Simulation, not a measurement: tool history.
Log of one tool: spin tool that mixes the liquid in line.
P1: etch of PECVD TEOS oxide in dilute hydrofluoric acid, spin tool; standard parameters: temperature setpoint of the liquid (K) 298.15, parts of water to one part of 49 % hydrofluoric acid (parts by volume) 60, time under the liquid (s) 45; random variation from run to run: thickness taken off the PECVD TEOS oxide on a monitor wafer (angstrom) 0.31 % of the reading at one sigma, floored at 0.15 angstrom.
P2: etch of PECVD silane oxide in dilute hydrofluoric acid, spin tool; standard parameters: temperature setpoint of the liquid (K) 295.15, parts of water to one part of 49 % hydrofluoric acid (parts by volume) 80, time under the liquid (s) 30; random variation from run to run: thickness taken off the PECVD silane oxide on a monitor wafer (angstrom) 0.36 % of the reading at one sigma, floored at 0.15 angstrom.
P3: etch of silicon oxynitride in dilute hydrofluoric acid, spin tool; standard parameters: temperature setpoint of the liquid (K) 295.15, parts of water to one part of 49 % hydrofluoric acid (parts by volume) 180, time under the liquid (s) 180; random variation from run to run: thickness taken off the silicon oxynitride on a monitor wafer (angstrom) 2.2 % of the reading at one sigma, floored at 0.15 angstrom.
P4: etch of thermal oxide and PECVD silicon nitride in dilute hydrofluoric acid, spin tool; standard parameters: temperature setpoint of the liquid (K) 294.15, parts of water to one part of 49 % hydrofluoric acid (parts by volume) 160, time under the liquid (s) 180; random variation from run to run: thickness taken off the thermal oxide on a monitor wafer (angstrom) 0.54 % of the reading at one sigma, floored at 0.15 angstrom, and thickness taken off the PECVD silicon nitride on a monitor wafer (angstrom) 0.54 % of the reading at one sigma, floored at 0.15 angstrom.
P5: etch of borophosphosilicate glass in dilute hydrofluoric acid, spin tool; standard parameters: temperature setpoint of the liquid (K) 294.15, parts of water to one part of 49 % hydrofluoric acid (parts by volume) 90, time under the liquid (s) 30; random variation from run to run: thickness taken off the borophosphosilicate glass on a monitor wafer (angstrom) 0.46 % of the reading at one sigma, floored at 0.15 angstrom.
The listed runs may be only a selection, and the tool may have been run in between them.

| run | hour | process that ran | temperature setpoint of the liquid (K) | parts of water to one part of 49 % hydrofluoric acid (parts by volume) | time under the liquid (s) | hours since the thermometer was replaced | hours since the hydrofluoric acid flow meter was replaced | thickness taken off the PECVD TEOS oxide on a monitor wafer (angstrom) | thickness taken off the thermal oxide on a monitor wafer (angstrom) | thickness taken off the PECVD silicon nitride on a monitor wafer (angstrom) | thickness taken off the silicon oxynitride on a monitor wafer (angstrom) | thickness taken off the PECVD silane oxide on a monitor wafer (angstrom) | thickness taken off the borophosphosilicate glass on a monitor wafer (angstrom) |
|---|---|---|---|---|---|---|---|---|---|---|---|---|---|
| 1 | 18.0 | P1 | 298.15 | 60 | 45 | 703.0 | 545.0 | 69.826 |  |  |  |  |  |
| 2 | 32.1 | P4 | 294.15 | 160 | 180 | 717.1 | 559.1 |  | 43.6000 | 40.2340 |  |  |  |
| 3 | 46.0 | P3 | 295.15 | 320 | 180 | 731.0 | 573.0 |  |  |  | 6.3339 |  |  |
| 4 | 60.3 | P2 | 299.65 | 80 | 30 | 745.3 | 587.3 |  |  |  |  | 129.670 |  |
| 5 | 68.6 | P1 | 298.15 | 60 | 15 | 753.6 | 595.6 | 23.249 |  |  |  |  |  |
| 6 | 76.9 | P1 | 293.15 | 85 | 45 | 761.9 | 603.9 | 38.794 |  |  |  |  |  |
| 7 | 87.7 | P5 | 294.15 | 90 | 30 | 772.7 | 614.7 |  |  |  |  |  | 261.08 |
| 8 | 100.8 | P3 | 295.15 | 180 | 320 | 785.8 | 627.8 |  |  |  | 22.8400 |  |  |
| 9 | 116.5 | P1 | 298.15 | 60 | 45 | 801.5 | 643.5 | 69.160 |  |  |  |  |  |
| 10 | 132.8 | P5 | 294.15 | 90 | 30 | 817.8 | 659.8 |  |  |  |  |  | 260.80 |
| 11 | 150.0 | P4 | 294.15 | 160 | 15 | 835.0 | 677.0 |  | 3.4816 | 3.4359 |  |  |  |
| 12 | 161.1 | P5 | 294.15 | 90 | 55 | 846.1 | 688.1 |  |  |  |  |  | 476.70 |
| 13 | 174.0 | P1 | 298.15 | 60 | 45 | 859.0 | 701.0 | 69.550 |  |  |  |  |  |
| 14 | 191.1 | P1 | 298.15 | 60 | 80 | 876.1 | 718.1 | 122.780 |  |  |  |  |  |
| 15 | 207.7 | P1 | 298.15 | 60 | 45 | 892.7 | 734.7 | 69.335 |  |  |  |  |  |
| 16 | 218.0 | P3 | 295.15 | 180 | 180 | 903.0 | 745.0 |  |  |  | 12.5790 |  |  |
| 17 | 227.5 | P1 | 291.15 | 60 | 45 | 912.5 | 754.5 | 51.555 |  |  |  |  |  |
| 18 | 237.4 | P2 | 295.15 | 40 | 30 | 922.4 | 764.4 |  |  |  |  | 230.240 |  |
| 19 | 248.9 | P1 | 298.15 | 60 | 45 | 933.9 | 775.9 | 69.764 |  |  |  |  |  |
| 20 | 260.4 | P5 | 301.65 | 90 | 30 | 945.4 | 787.4 |  |  |  |  |  | 350.02 |
| 21 | 268.9 | P3 | 290.15 | 180 | 180 | 953.9 | 795.9 |  |  |  | 10.0030 |  |  |
| 22 | 276.8 | P1 | 298.15 | 90 | 45 | 961.8 | 803.8 | 44.529 |  |  |  |  |  |
| 23 | 290.3 | P2 | 295.15 | 80 | 15 | 975.3 | 817.3 |  |  |  |  | 54.519 |  |
| 24 | 298.8 | P2 | 295.15 | 80 | 30 | 983.8 | 825.8 |  |  |  |  | 109.460 |  |
| 25 | 309.7 | P1 | 298.15 | 25 | 45 | 994.7 | 836.7 | 174.690 |  |  |  |  |  |
| 26 | 327.1 | P1 | 294.15 | 30 | 45 | 1012.1 | 854.1 | 121.870 |  |  |  |  |  |
| 27 | 344.0 | P5 | 294.15 | 130 | 30 | 1029.0 | 871.0 |  |  |  |  |  | 172.67 |
| 28 | 360.4 | P4 | 294.15 | 260 | 180 | 1045.4 | 887.4 |  | 24.0040 | 25.0510 |  |  |  |
| 29 | 369.8 | P4 | 290.15 | 160 | 180 | 1054.8 | 896.8 |  | 37.1840 | 30.7520 |  |  |  |
| 30 | 387.7 | P1 | 304.65 | 60 | 45 | 1072.7 | 914.7 | 89.391 |  |  |  |  |  |
| 31 | 404.8 | P1 | 298.15 | 60 | 45 | 1089.8 | 931.8 | 69.533 |  |  |  |  |  |
| 32 | 420.8 | P1 | 298.15 | 60 | 45 | 1105.8 | 947.8 | 66.352 |  |  |  |  |  |
| 33 | 438.6 | P1 | 298.15 | 60 | 45 | 1123.6 | 965.6 | 64.927 |  |  |  |  |  |
| 34 | 452.8 | P1 | 298.15 | 60 | 45 | 1137.8 | 979.8 | 64.828 |  |  |  |  |  |
| 35 | 468.7 | P1 | 298.15 | 60 | 45 | 1153.7 | 995.7 | 64.042 |  |  |  |  |  |
| 36 | 477.8 | P1 | 298.15 | 60 | 45 | 1162.8 | 1004.8 | 63.720 |  |  |  |  |  |
| 37 | 488.1 | P1 | 298.15 | 60 | 45 | 1173.1 | 1015.1 | 63.821 |  |  |  |  |  |
| 38 | 496.5 | P1 | 298.15 | 60 | 45 | 1181.5 | 1023.5 | 63.230 |  |  |  |  |  |

P1 no longer gives what it gave before; its output has crept away from where it was. The following 2 causes, each at its listed size, fit the log equally well:
A: liquid colder than its thermometer reads (K) = 2.12
B: hydrofluoric acid flow below the setpoint (%) = 7.64
Onset of the creep was near hour 404.8.

Below are 4 check runs, each on a single wafer, with their results shown as question marks. Which of them would tell the listed causes apart, meaning the causes would give clearly different results under it?
| check 1 | 504.9 | P5 | 294.15 | 90 | 30 |  |  |  |  |  |  |  | ? |
| check 2 | 504.9 | P2 | 295.15 | 80 | 30 |  |  |  |  |  |  | ? |  |
| check 3 | 504.9 | P3 | 295.15 | 180 | 180 |  |  |  |  |  | ? |  |  |
| check 4 | 504.9 | P4 | 294.15 | 160 | 180 |  |  |  | ? | ? |  |  |  |

How each check would come out, cause by cause:
| check | result | if A | if B |
|---|---|---|---|
| check 1 | thickness taken off the borophosphosilicate glass on a monitor wafer (angstrom) | 238.55 | 238.48 |
| check 2 | thickness taken off the PECVD silane oxide on a monitor wafer (angstrom) | 99.883 | 99.889 |
| check 3 | thickness taken off the silicon oxynitride on a monitor wafer (angstrom) | 11.3520 | 11.4490 |
| check 4 | thickness taken off the thermal oxide on a monitor wafer (angstrom) | 39.8640 | 39.4900 |
| check 4 | thickness taken off the PECVD silicon nitride on a monitor wafer (angstrom) | 34.6550 | 36.9270 |
Gap, in per cent, between the two causes that each check separates least, read from the result that separates them most: check 1 0.03 %; check 2 0.01 %; check 3 0.85 %; check 4 6.35 %
Only in check 4 would the causes give clearly different results; in the remaining checks their results would be nearly the same.

Here is what check 4 returned: thickness taken off the thermal oxide on a monitor wafer (angstrom) 40.0960; thickness taken off the PECVD silicon nitride on a monitor wafer (angstrom) 34.7810. Which cause is it?

It is A: liquid colder than its thermometer reads (K).
